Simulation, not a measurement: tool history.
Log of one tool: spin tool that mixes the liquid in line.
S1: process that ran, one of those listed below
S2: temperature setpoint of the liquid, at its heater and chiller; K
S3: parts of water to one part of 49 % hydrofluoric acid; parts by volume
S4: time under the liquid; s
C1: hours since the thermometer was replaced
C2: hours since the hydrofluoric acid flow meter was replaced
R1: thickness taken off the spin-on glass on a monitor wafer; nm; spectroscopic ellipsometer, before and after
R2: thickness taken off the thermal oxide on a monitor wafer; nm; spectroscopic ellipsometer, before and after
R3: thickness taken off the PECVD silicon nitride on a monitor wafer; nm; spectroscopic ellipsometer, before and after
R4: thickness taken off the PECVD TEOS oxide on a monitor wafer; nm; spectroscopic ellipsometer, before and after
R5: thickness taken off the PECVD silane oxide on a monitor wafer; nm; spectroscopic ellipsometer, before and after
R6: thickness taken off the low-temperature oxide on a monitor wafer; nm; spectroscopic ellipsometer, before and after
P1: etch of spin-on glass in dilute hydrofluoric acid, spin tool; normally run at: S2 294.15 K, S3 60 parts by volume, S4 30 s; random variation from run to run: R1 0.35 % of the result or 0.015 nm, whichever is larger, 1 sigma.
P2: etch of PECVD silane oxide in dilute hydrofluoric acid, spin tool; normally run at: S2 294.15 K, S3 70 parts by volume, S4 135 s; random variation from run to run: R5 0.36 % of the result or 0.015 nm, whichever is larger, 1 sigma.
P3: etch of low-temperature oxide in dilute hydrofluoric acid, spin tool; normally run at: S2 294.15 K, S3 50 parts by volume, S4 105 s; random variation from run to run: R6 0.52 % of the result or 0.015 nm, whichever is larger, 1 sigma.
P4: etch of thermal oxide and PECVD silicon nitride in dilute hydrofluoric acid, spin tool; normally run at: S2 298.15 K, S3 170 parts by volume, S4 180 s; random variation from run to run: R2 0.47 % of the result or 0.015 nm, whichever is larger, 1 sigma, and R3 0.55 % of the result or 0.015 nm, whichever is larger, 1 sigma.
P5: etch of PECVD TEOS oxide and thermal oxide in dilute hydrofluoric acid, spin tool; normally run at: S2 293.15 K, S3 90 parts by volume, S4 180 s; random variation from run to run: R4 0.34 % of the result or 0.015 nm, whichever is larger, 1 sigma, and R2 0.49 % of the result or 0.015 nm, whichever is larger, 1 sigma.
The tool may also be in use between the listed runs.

Run 1, hour 14.2: S1 P1, S2 294.15 K, S3 60 parts by volume, S4 30 s; C1 258.5; C2 570.5. Result: R1 18.774 nm.
Run 2, hour 23.6: S1 P4, S2 298.15 K, S3 170 parts by volume, S4 45 s; C1 267.9; C2 579.9. Result: R2 1.1419 nm, R3 1.6008 nm.
Run 3, hour 37.5: S1 P5, S2 293.15 K, S3 35 parts by volume, S4 180 s; C1 281.8; C2 593.8. Result: R2 22.813 nm, R4 57.281 nm.
Run 4, hour 56: S1 P5, S2 293.15 K, S3 90 parts by volume, S4 180 s; C1 300.3; C2 612.3. Result: R2 8.3638 nm, R4 20.981 nm.
Run 5, hour 66.5: S1 P2, S2 299.65 K, S3 70 parts by volume, S4 135 s; C1 310.8; C2 622.8. Result: R5 32.625 nm.
Run 6, hour 83.9: S1 P3, S2 294.15 K, S3 50 parts by volume, S4 105 s; C1 328.2; C2 640.2. Result: R6 38.594 nm.
Run 7, hour 101.6: S1 P3, S2 294.15 K, S3 50 parts by volume, S4 25 s; C1 345.9; C2 657.9. Result: R6 9.2916 nm.
Run 8, hour 118.4: S1 P2, S2 294.15 K, S3 125 parts by volume, S4 135 s; C1 362.7; C2 674.7. Result: R5 13.727 nm.
Run 9, hour 136.2: S1 P3, S2 301.15 K, S3 50 parts by volume, S4 105 s; C1 380.5; C2 692.5. Result: R6 51.367 nm.
Run 10, hour 148.2: S1 P1, S2 298.65 K, S3 60 parts by volume, S4 30 s; C1 392.5; C2 704.5. Result: R1 22.386 nm.
Run 11, hour 164.7: S1 P1, S2 294.15 K, S3 60 parts by volume, S4 15 s; C1 409; C2 721. Result: R1 9.3977 nm.
Run 12, hour 180.2: S1 P1, S2 294.15 K, S3 60 parts by volume, S4 45 s; C1 424.5; C2 736.5. Result: R1 28.251 nm.
Run 13, hour 198.6: S1 P4, S2 298.15 K, S3 170 parts by volume, S4 180 s; C1 442.9; C2 754.9. Result: R2 4.4885 nm, R3 6.5502 nm.
Run 14, hour 208.4: S1 P1, S2 297.65 K, S3 60 parts by volume, S4 55 s; C1 452.7; C2 764.7. Result: R1 39.513 nm.
Run 15, hour 226.3: S1 P3, S2 294.15 K, S3 85 parts by volume, S4 105 s; C1 470.6; C2 782.6. Result: R6 21.792 nm.
Run 16, hour 241.2: S1 P4, S2 298.15 K, S3 245 parts by volume, S4 180 s; C1 485.5; C2 797.5. Result: R2 2.875 nm, R3 4.5885 nm.
Run 17, hour 257.5: S1 P5, S2 293.15 K, S3 90 parts by volume, S4 25 s; C1 501.8; C2 813.8. Result: R2 1.1861 nm, R4 2.9367 nm.
Run 18, hour 273.4: S1 P3, S2 294.15 K, S3 50 parts by volume, S4 105 s; C1 517.7; C2 829.7. Result: R6 38.837 nm.
Run 19, hour 290.5: S1 P2, S2 294.15 K, S3 70 parts by volume, S4 135 s; C1 534.8; C2 846.8. Result: R5 26.28 nm.
Run 20, hour 299.2: S1 P1, S2 290.15 K, S3 20 parts by volume, S4 30 s; C1 543.5; C2 855.5. Result: R1 49.481 nm.
Run 21, hour 317.3: S1 P4, S2 304.15 K, S3 170 parts by volume, S4 180 s; C1 561.6; C2 873.6. Result: R2 5.5938 nm, R3 9.5199 nm.
Run 22, hour 325.6: S1 P1, S2 294.15 K, S3 60 parts by volume, S4 30 s; C1 569.9; C2 881.9. Result: R1 18.791 nm.
Run 23, hour 339: S1 P1, S2 290.15 K, S3 60 parts by volume, S4 30 s; C1 583.3; C2 895.3. Result: R1 15.711 nm.
Run 24, hour 350.1: S1 P1, S2 294.15 K, S3 110 parts by volume, S4 30 s; C1 594.4; C2 906.4. Result: R1 9.6132 nm.
Run 25, hour 359.4: S1 P1, S2 294.15 K, S3 60 parts by volume, S4 30 s; C1 603.7; C2 915.7. Result: R1 18.75 nm.
Run 26, hour 369.3: S1 P1, S2 294.15 K, S3 20 parts by volume, S4 30 s; C1 613.6; C2 925.6. Result: R1 58.59 nm.
Run 27, hour 386.6: S1 P5, S2 298.15 K, S3 90 parts by volume, S4 180 s; C1 630.9; C2 942.9. Result: R2 10.206 nm, R4 25.461 nm.
Run 28, hour 403.4: S1 P1, S2 294.15 K, S3 60 parts by volume, S4 30 s; C1 647.7; C2 959.7. Result: R1 18.7 nm.
Run 29, hour 421.7: S1 P4, S2 298.15 K, S3 170 parts by volume, S4 180 s; C1 666; C2 978. Result: R2 4.5351 nm, R3 6.5231 nm.
Run 30, hour 438.3: S1 P1, S2 294.15 K, S3 60 parts by volume, S4 30 s; C1 682.6; C2 994.6. Result: R1 18.813 nm.
Run 31, hour 454.9: S1 P2, S2 294.15 K, S3 70 parts by volume, S4 215 s; C1 699.2; C2 1011.2. Result: R5 41.738 nm.
Run 32, hour 464.5: S1 P1, S2 294.15 K, S3 60 parts by volume, S4 30 s; C1 708.8; C2 1020.8. Result: R1 18.726 nm.
Run 33, hour 475.7: S1 P1, S2 294.15 K, S3 60 parts by volume, S4 30 s; C1 720; C2 1032. Result: R1 17.992 nm.
Run 34, hour 488.8: S1 P1, S2 294.15 K, S3 60 parts by volume, S4 30 s; C1 733.1; C2 1045.1. Result: R1 17.442 nm.
Run 35, hour 497.6: S1 P1, S2 294.15 K, S3 60 parts by volume, S4 30 s; C1 741.9; C2 1053.9. Result: R1 17.246 nm.
Run 36, hour 513.7: S1 P1, S2 294.15 K, S3 60 parts by volume, S4 30 s; C1 758; C2 1070. Result: R1 17.199 nm.
Run 37, hour 531.5: S1 P1, S2 294.15 K, S3 60 parts by volume, S4 30 s; C1 775.8; C2 1087.8. Result: R1 17.006 nm.
Run 38, hour 541.7: S1 P1, S2 294.15 K, S3 60 parts by volume, S4 30 s; C1 786; C2 1098. Result: R1 17.081 nm.
Run 39, hour 550.8: S1 P1, S2 294.15 K, S3 60 parts by volume, S4 30 s; C1 795.1; C2 1107.1. Result: R1 16.866 nm.

What P1 gives has crept away from where it was. These 2 causes fit the log equally well, each at the size given:
A: liquid colder than its thermometer reads (K) = 2.35
B: hydrofluoric acid flow below the setpoint (%) = 8.81
The creep began at about hour 464.5.

4 check runs are offered, one wafer each, their results left as question marks. Which one tells the causes apart?
Run check 1, hour 559.9: S1 P3, S2 294.15 K, S3 50 parts by volume, S4 105 s. Result: R6 ?.
Run check 2, hour 559.9: S1 P5, S2 293.15 K, S3 90 parts by volume, S4 180 s. Result: R2 ?, R4 ?.
Run check 3, hour 559.9: S1 P2, S2 294.15 K, S3 70 parts by volume, S4 135 s. Result: R5 ?.
Run check 4, hour 559.9: S1 P4, S2 298.15 K, S3 170 parts by volume, S4 180 s. Result: R2 ?, R3 ?.

What each check would give under each cause:
  check  result    if A    if B
check 1      R6  35.264  35.327
check 2      R2  7.5668  7.5372
check 2      R4  18.991  18.917
check 3      R5  23.705  23.666
check 4      R2  4.1369  4.0471
check 4      R3  5.6464  5.9892
How far apart the two closest causes lie, in the result that separates them most: check 1 0.18 %; check 2 0.39 %; check 3 0.16 %; check 4 5.89 %
Only check 4 tells the causes apart: in the others they would give nearly the same result.

Check 4 was then run and gave: R2 4.0432 nm; R3 5.9846 nm. Which cause is it?

It is B: hydrofluoric acid flow below the setpoint (%).
